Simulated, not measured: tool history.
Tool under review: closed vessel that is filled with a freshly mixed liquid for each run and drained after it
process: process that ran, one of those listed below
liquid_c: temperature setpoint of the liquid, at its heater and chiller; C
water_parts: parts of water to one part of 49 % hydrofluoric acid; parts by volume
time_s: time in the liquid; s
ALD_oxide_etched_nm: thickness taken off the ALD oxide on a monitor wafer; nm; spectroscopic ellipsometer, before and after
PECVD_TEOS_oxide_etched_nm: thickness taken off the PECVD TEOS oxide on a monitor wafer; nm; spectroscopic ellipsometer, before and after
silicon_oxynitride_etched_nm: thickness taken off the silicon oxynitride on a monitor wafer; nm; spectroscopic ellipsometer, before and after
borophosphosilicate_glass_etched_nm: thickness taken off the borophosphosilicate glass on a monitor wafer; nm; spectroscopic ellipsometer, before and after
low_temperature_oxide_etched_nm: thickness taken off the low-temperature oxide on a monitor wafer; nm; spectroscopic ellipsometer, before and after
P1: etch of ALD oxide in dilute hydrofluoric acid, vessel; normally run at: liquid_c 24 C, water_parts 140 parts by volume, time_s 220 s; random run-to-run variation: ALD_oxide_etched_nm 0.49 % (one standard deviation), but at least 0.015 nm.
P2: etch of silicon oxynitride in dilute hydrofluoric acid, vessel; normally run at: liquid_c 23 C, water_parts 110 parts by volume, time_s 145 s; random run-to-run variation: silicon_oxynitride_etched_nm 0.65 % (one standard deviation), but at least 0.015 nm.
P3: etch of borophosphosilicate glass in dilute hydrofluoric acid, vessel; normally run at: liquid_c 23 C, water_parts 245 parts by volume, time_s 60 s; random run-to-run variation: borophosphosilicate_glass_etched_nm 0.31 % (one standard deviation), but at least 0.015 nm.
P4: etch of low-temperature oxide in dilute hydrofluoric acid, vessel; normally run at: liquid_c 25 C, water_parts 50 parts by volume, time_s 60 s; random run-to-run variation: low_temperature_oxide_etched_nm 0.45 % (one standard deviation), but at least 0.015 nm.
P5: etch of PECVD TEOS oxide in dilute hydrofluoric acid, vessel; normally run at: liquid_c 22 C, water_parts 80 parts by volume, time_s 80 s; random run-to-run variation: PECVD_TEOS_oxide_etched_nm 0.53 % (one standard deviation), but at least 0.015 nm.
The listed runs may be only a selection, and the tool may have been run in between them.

run	day	process	liquid_c	water_parts	time_s	ALD_oxide_etched_nm	PECVD_TEOS_oxide_etched_nm	silicon_oxynitride_etched_nm	borophosphosilicate_glass_etched_nm	low_temperature_oxide_etched_nm
1	0.238	P1	24	140	220	24.455				
2	0.604	P5	22	145	80		7.9185			
3	1.008	P2	23	110	145			4.3756		
4	1.412	P3	23	420	60				4.6902	
5	1.75	P1	24	230	220	13.405				
6	2.1	P1	24	85	220	42.791				
7	2.304	P4	17.5	50	60					35.141
8	2.504	P1	31	140	220	31.941				
9	2.804	P1	24	140	30	3.3353				
10	3.179	P1	17	195	220	12.566				
11	3.588	P1	19.5	140	220	20.361				
12	3.896	P1	24	140	220	24.394				
13	4.225	P4	25	50	115					92.732
14	4.6	P1	24	140	220	24.558				
15	4.796	P1	24	140	220	24.451				
16	5.004	P2	17	110	145			3.2422		
17	5.429	P2	23	45	145			11.229		
18	5.708	P2	23	110	55			1.6519		
19	6.121	P5	17	80	80		12.343			
20	6.321	P1	24	140	220	24.303				
21	6.662	P5	22	80	165		31.748			
22	6.858	P4	25	90	60					25.265
23	7.062	P1	24	140	220	24.252				
24	7.321	P3	23	245	60				9.4956	
25	7.521	P5	22	80	80		15.399			
26	7.858	P1	19.5	140	320	29.732				
27	8.125	P3	23	245	30				4.7386	
28	8.396	P4	25	50	60					48.023
29	8.679	P1	24	140	320	35.377				
30	8.971	P3	23	245	60				9.5004	
31	9.342	P3	17	245	60				7.5963	
32	9.621	P1	24	140	220	24.44				
33	9.946	P1	24	140	220	25.061				
34	10.142	P1	24	140	220	25.462				
35	10.379	P1	24	140	220	25.797				
36	10.733	P1	24	140	220	25.816				
37	11.062	P1	24	140	220	25.94				
38	11.35	P1	24	140	220	25.996				
39	11.775	P1	24	140	220	26.004				

What P1 gives has crept away from where it was. These 2 causes fit the log equally well, each at the size given:
A: hydrofluoric acid flow above the setpoint (%) = 5.87
B: liquid hotter than its thermometer reads (K) = 1.74
The creep began at about day 9.621.

Which of the 4 check runs listed below, each an average over 3 wafers with its results shown as question marks, gives clearly different results under the different listed causes?
check 1	12.2	P2	17	50	145			?		
check 2	12.2	P4	25	90	100					?
check 3	12.2	P5	17.5	125	80		?			
check 4	12.2	P3	17.5	245	60				?	

How each check would come out, cause by cause:
check	result	if A	if B
check 1	silicon_oxynitride_etched_nm	7.9007	8.1441
check 2	low_temperature_oxide_etched_nm	44.997	45.216
check 3	PECVD_TEOS_oxide_etched_nm	8.3022	8.3632
check 4	borophosphosilicate_glass_etched_nm	8.2663	8.2464
Per check, the gap between the least separated pair of causes, taken in the result that splits them most: check 1 3.03 %; check 2 0.49 %; check 3 0.73 %; check 4 0.24 %
Check 1 tells the causes apart: in the others they would give nearly the same result.

Check 1 was then run and gave: silicon_oxynitride_etched_nm 8.1411 nm. Which cause is it?

It was cause B: liquid hotter than its thermometer reads (K).

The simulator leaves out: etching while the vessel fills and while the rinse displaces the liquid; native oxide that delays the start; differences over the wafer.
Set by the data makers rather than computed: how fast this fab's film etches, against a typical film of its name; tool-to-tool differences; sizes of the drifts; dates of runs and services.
